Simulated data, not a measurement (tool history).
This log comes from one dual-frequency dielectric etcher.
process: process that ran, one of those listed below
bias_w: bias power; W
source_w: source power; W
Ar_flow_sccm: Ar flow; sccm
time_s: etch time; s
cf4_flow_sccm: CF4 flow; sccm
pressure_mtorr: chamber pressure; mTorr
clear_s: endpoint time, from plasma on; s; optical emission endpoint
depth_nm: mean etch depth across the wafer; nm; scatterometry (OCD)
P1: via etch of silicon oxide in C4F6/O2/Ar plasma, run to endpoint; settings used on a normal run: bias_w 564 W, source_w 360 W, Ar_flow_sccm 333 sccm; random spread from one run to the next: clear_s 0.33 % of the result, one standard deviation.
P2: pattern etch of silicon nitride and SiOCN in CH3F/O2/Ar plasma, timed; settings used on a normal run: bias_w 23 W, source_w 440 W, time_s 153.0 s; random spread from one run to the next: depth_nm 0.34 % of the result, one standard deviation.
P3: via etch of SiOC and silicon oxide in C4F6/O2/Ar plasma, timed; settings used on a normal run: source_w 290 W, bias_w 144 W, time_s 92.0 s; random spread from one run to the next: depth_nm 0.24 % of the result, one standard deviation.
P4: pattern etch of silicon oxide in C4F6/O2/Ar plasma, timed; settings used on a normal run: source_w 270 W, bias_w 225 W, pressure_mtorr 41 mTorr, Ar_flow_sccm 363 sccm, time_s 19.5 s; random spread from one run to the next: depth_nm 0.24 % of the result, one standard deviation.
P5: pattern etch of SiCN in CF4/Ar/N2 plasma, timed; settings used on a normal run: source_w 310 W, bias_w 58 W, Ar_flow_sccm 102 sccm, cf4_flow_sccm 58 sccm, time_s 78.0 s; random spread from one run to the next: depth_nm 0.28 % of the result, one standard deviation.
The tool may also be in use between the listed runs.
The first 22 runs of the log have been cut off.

| run | hour | process | bias_w | source_w | Ar_flow_sccm | time_s | cf4_flow_sccm | pressure_mtorr | hours since the last wet clean | hours since the last bias power generator calibration | hours since the last source power generator calibration | hours since the last Ar flow controller change | clear_s | depth_nm |
|---|---|---|---|---|---|---|---|---|---|---|---|---|---|---|
| 23 | 250.9 | P2 | 31 | 440 |  | 153.0 |  |  | 458.4 | 3088.1 | 3233.3 | 1157.4 |  | 25.497 |
| 24 | 260.1 | P5 | 58 | 310 | 102 | 78.0 | 37 |  | 467.6 | 3097.3 | 3242.5 | 1166.6 |  | 40.004 |
| 25 | 266.7 | P5 | 58 | 310 | 102 | 48.5 | 58 |  | 474.2 | 3103.9 | 3249.1 | 1173.2 |  | 26.608 |
| 26 | 273.2 | P3 | 144 | 290 |  | 92.0 |  |  | 480.7 | 3110.4 | 3255.6 | 1179.7 |  | 86.756 |
| 27 | 282.9 | P1 | 752 | 360 | 333 |  |  |  | 490.4 | 3120.1 | 3265.3 | 1189.4 | 20.297 |  |
| 28 | 289.6 | P1 | 564 | 360 | 450 |  |  |  | 497.1 | 3126.8 | 3272.0 | 1196.1 | 23.608 |  |
| 29 | 302.4 | P1 | 717 | 260 | 333 |  |  |  | 509.9 | 3139.6 | 3284.8 | 1208.9 | 23.344 |  |
| 30 | 314.1 | P5 | 58 | 310 | 102 | 78.0 | 58 |  | 521.6 | 3151.3 | 3296.5 | 1220.6 |  | 42.877 |
| 31 | 321.5 | P5 | 58 | 310 | 102 | 78.0 | 58 |  | 529.0 | 3158.7 | 3303.9 | 1228.0 |  | 42.848 |
| 32 | 331.6 | P4 | 225 | 270 | 363 | 19.5 |  | 41 | 539.1 | 3168.8 | 3314.0 | 1238.1 |  | 53.369 |
| 33 | 346.7 | P4 | 319 | 270 | 363 | 19.5 |  | 41 | 554.2 | 3183.9 | 3329.1 | 1253.2 |  | 60.454 |
| 34 | 356.2 | P1 | 564 | 230 | 333 |  |  |  | 563.7 | 3193.4 | 3338.6 | 1262.7 | 26.812 |  |
| 35 | 365.4 | P2 | 23 | 440 |  | 153.0 |  |  | 572.9 | 3202.6 | 3347.8 | 1271.9 |  | 22.302 |
| 36 | 372.3 | P1 | 564 | 360 | 333 |  |  |  | 579.8 | 3209.5 | 3354.7 | 1278.8 | 22.727 |  |
| 37 | 385.1 | P1 | 564 | 360 | 333 |  |  |  | 592.6 | 3222.3 | 3367.5 | 1291.6 | 22.661 |  |
| 38 | 400.0 | P1 | 564 | 360 | 333 |  |  |  | 607.5 | 3237.2 | 3382.4 | 1306.5 | 22.642 |  |

Run 39 comes next. What will it give?
|  | 404.2 | Ar flow controller replaced |
|  | 407.4 | wet clean of the chamber |
| 39 | 413.2 | P1 | 564 | 360 | 333 |  |  |  | 5.9 | 3250.4 | 3395.6 | 9.0 | ? |  |

Run 39 gave clear_s 22.456 s.
